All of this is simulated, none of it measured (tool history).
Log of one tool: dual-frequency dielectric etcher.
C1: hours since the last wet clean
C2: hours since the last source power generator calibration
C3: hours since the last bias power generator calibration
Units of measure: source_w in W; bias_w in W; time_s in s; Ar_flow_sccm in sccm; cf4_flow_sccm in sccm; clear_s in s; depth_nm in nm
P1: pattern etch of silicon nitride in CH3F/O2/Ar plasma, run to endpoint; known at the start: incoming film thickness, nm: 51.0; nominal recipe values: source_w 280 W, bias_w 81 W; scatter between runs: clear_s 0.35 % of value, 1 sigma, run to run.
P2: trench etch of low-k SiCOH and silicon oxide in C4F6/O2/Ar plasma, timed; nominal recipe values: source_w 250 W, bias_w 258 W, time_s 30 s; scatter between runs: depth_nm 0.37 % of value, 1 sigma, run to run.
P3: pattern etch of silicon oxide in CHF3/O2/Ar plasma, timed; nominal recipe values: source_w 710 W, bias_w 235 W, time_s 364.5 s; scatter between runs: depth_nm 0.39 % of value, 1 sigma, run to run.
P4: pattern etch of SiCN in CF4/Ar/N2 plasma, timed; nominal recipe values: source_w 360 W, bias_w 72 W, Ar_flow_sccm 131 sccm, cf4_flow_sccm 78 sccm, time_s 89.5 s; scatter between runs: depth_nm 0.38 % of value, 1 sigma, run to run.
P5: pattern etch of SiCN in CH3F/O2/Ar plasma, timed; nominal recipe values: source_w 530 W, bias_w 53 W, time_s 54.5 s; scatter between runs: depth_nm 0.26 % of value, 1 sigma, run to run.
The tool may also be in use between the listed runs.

{"run": 1, "day": 0.333, "process": "P1", "source_w": 280, "bias_w": 81, "C1": 389.8, "C2": 2148.9, "C3": 1332.6, "clear_s": 80.767}
{"run": 2, "day": 0.658, "process": "P2", "source_w": 160, "bias_w": 258, "time_s": 30, "C1": 397.6, "C2": 2156.7, "C3": 1340.4, "depth_nm": 74.45}
{"run": 3, "day": 1.196, "process": "P4", "source_w": 360, "bias_w": 45, "time_s": 89.5, "Ar_flow_sccm": 131, "cf4_flow_sccm": 78, "C1": 410.5, "C2": 2169.6, "C3": 1353.3, "depth_nm": 54.364}
{"run": 4, "day": 1.808, "process": "P5", "source_w": 530, "bias_w": 53, "time_s": 54.5, "C1": 425.2, "C2": 2184.3, "C3": 1368, "depth_nm": 20.632}
{"run": 5, "day": 2.479, "process": "P5", "source_w": 690, "bias_w": 53, "time_s": 54.5, "C1": 441.3, "C2": 2200.4, "C3": 1384.1, "depth_nm": 22.728}
{"run": 6, "day": 3.138, "process": "P1", "source_w": 200, "bias_w": 81, "C1": 457.1, "C2": 2216.2, "C3": 1399.9, "clear_s": 91.85}
{"run": 7, "day": 3.783, "process": "P1", "source_w": 380, "bias_w": 81, "C1": 472.6, "C2": 2231.7, "C3": 1415.4, "clear_s": 71.833}
{"run": 8, "day": 4.342, "process": "P1", "source_w": 350, "bias_w": 64, "C1": 486, "C2": 2245.1, "C3": 1428.8, "clear_s": 81.205}
{"run": 9, "day": 4.796, "process": "P4", "source_w": 500, "bias_w": 72, "time_s": 89.5, "Ar_flow_sccm": 131, "cf4_flow_sccm": 78, "C1": 496.9, "C2": 2256, "C3": 1439.7, "depth_nm": 84.411}
{"run": 10, "day": 5.433, "process": "P2", "source_w": 250, "bias_w": 258, "time_s": 30, "C1": 512.2, "C2": 2271.3, "C3": 1455, "depth_nm": 87.836}
{"run": 11, "day": 5.771, "process": "P3", "source_w": 710, "bias_w": 235, "time_s": 364.5, "C1": 520.3, "C2": 2279.4, "C3": 1463.1, "depth_nm": 814.45}
{"day": 5.988, "done": "source power generator calibrated"}
{"run": 12, "day": 6.117, "process": "P1", "source_w": 280, "bias_w": 59, "C1": 528.6, "C2": 3.1, "C3": 1471.4, "clear_s": 90.376}
{"run": 13, "day": 6.642, "process": "P5", "source_w": 530, "bias_w": 40, "time_s": 54.5, "C1": 541.2, "C2": 15.7, "C3": 1484, "depth_nm": 18.761}
{"run": 14, "day": 7.054, "process": "P3", "source_w": 710, "bias_w": 235, "time_s": 225, "C1": 551.1, "C2": 25.6, "C3": 1493.9, "depth_nm": 500.38}
{"run": 15, "day": 7.633, "process": "P5", "source_w": 530, "bias_w": 53, "time_s": 30, "C1": 565, "C2": 39.5, "C3": 1507.8, "depth_nm": 11.302}
{"run": 16, "day": 8.292, "process": "P2", "source_w": 250, "bias_w": 258, "time_s": 44, "C1": 580.8, "C2": 55.3, "C3": 1523.6, "depth_nm": 128.81}
{"run": 17, "day": 8.842, "process": "P1", "source_w": 280, "bias_w": 81, "C1": 594, "C2": 68.5, "C3": 1536.8, "clear_s": 80.823}
{"run": 18, "day": 9.488, "process": "P1", "source_w": 280, "bias_w": 81, "C1": 609.5, "C2": 84, "C3": 1552.3, "clear_s": 80.929}
{"run": 19, "day": 10.088, "process": "P4", "source_w": 360, "bias_w": 72, "time_s": 89.5, "Ar_flow_sccm": 131, "cf4_flow_sccm": 50, "C1": 623.9, "C2": 98.4, "C3": 1566.7, "depth_nm": 59.341}
{"run": 20, "day": 10.492, "process": "P4", "source_w": 360, "bias_w": 72, "time_s": 61, "Ar_flow_sccm": 131, "cf4_flow_sccm": 78, "C1": 633.6, "C2": 108.1, "C3": 1576.4, "depth_nm": 43.423}
{"run": 21, "day": 10.908, "process": "P3", "source_w": 710, "bias_w": 235, "time_s": 364.5, "C1": 643.6, "C2": 118.1, "C3": 1586.4, "depth_nm": 814.56}
{"run": 22, "day": 11.479, "process": "P1", "source_w": 280, "bias_w": 81, "C1": 657.3, "C2": 131.8, "C3": 1600.1, "clear_s": 80.992}
{"run": 23, "day": 11.8, "process": "P4", "source_w": 360, "bias_w": 72, "time_s": 89.5, "Ar_flow_sccm": 131, "cf4_flow_sccm": 78, "C1": 665, "C2": 139.5, "C3": 1607.8, "depth_nm": 63.519}
{"run": 24, "day": 12.425, "process": "P1", "source_w": 280, "bias_w": 107, "C1": 680, "C2": 154.5, "C3": 1622.8, "clear_s": 72.589}
{"run": 25, "day": 12.746, "process": "P2", "source_w": 250, "bias_w": 258, "time_s": 30, "C1": 687.7, "C2": 162.2, "C3": 1630.5, "depth_nm": 87.553}
{"run": 26, "day": 13.192, "process": "P4", "source_w": 360, "bias_w": 72, "time_s": 89.5, "Ar_flow_sccm": 131, "cf4_flow_sccm": 78, "C1": 698.4, "C2": 172.9, "C3": 1641.2, "depth_nm": 63.597}
{"run": 27, "day": 13.592, "process": "P4", "source_w": 360, "bias_w": 72, "time_s": 89.5, "Ar_flow_sccm": 95, "cf4_flow_sccm": 78, "C1": 708, "C2": 182.5, "C3": 1650.8, "depth_nm": 67.189}
{"run": 28, "day": 14.058, "process": "P3", "source_w": 430, "bias_w": 235, "time_s": 364.5, "C1": 719.2, "C2": 193.7, "C3": 1662, "depth_nm": 673.42}
{"run": 29, "day": 14.579, "process": "P1", "source_w": 280, "bias_w": 81, "C1": 731.7, "C2": 206.2, "C3": 1674.5, "clear_s": 80.504}
{"run": 30, "day": 14.971, "process": "P2", "source_w": 250, "bias_w": 167, "time_s": 30, "C1": 741.1, "C2": 215.6, "C3": 1683.9, "depth_nm": 75.938}
{"run": 31, "day": 15.621, "process": "P3", "source_w": 710, "bias_w": 298, "time_s": 364.5, "C1": 756.7, "C2": 231.2, "C3": 1699.5, "depth_nm": 884.07}
{"run": 32, "day": 15.988, "process": "P1", "source_w": 280, "bias_w": 81, "C1": 765.5, "C2": 240, "C3": 1708.3, "clear_s": 80.618}
{"run": 33, "day": 16.475, "process": "P1", "source_w": 280, "bias_w": 81, "C1": 777.2, "C2": 251.7, "C3": 1720, "clear_s": 81.193}
{"run": 34, "day": 16.9, "process": "P1", "source_w": 280, "bias_w": 81, "C1": 787.4, "C2": 261.9, "C3": 1730.2, "clear_s": 81.516}
{"run": 35, "day": 17.475, "process": "P1", "source_w": 280, "bias_w": 81, "C1": 801.2, "C2": 275.7, "C3": 1744, "clear_s": 82.457}
{"run": 36, "day": 18.054, "process": "P1", "source_w": 280, "bias_w": 81, "C1": 815.1, "C2": 289.6, "C3": 1757.9, "clear_s": 82.116}
{"run": 37, "day": 18.446, "process": "P1", "source_w": 280, "bias_w": 81, "C1": 824.5, "C2": 299, "C3": 1767.3, "clear_s": 82.333}
{"run": 38, "day": 18.821, "process": "P1", "source_w": 280, "bias_w": 81, "C1": 833.5, "C2": 308, "C3": 1776.3, "clear_s": 82.28}
{"day": 18.858, "done": "wet clean of the chamber"}
{"run": 39, "day": 19.412, "process": "P1", "source_w": 280, "bias_w": 81, "C1": 13.3, "C2": 322.2, "C3": 1790.5, "clear_s": 82.081}
{"run": 40, "day": 19.821, "process": "P1", "source_w": 280, "bias_w": 81, "C1": 23.1, "C2": 332, "C3": 1800.3, "clear_s": 81.854}
{"run": 41, "day": 20.208, "process": "P1", "source_w": 280, "bias_w": 81, "C1": 32.4, "C2": 341.3, "C3": 1809.6, "clear_s": 82.203}
{"run": 42, "day": 20.579, "process": "P1", "source_w": 280, "bias_w": 81, "C1": 41.3, "C2": 350.2, "C3": 1818.5, "clear_s": 82.116}

P1 has crept away from where it was. The log is fitted equally well by each of these 2 causes, at the sizes shown:
A: source power that arrives under what is set, % = 4.58
B: bias power that arrives under what is set, % = 4.76
The process output started creeping at around day 15.988.
All other causes, with the reason each is excluded:
chamber walls in a state that lowers the etch rate, %: serviced at day 18.858, which brought nothing back

4 check runs are offered, each on 2 wafers whose results are averaged, their results left as question marks. Which one tells the causes apart?
{"run": "check 1", "day": 20.95, "process": "P3", "source_w": 470, "bias_w": 235, "time_s": 364.5, "depth_nm": "?"}
{"run": "check 2", "day": 20.95, "process": "P5", "source_w": 530, "bias_w": 44, "time_s": 30, "depth_nm": "?"}
{"run": "check 3", "day": 20.95, "process": "P2", "source_w": 160, "bias_w": 258, "time_s": 43.5, "depth_nm": "?"}
{"run": "check 4", "day": 20.95, "process": "P4", "source_w": 490, "bias_w": 61, "time_s": 89.5, "Ar_flow_sccm": 131, "cf4_flow_sccm": 78, "depth_nm": "?"}

Expected result of each check under each candidate cause:
check=check_1 result=depth_nm if_A=684 if_B=684.1
check=check_2 result=depth_nm if_A=10.482 if_B=10.521
check=check_3 result=depth_nm if_A=105.79 if_B=105.8
check=check_4 result=depth_nm if_A=75.628 if_B=77.519
Distance between the nearest two causes, measured in the result of the check that separates them most: check 1 0.01 %; check 2 0.37 %; check 3 0.01 %; check 4 2.47 %
Check 4 tells the causes apart: in the others they would give nearly the same result.

After running check 4, the following was obtained: depth_nm 75.64 nm. Which cause does this point to?

Of the candidate causes, it is A: source power that arrives under what is set, %.
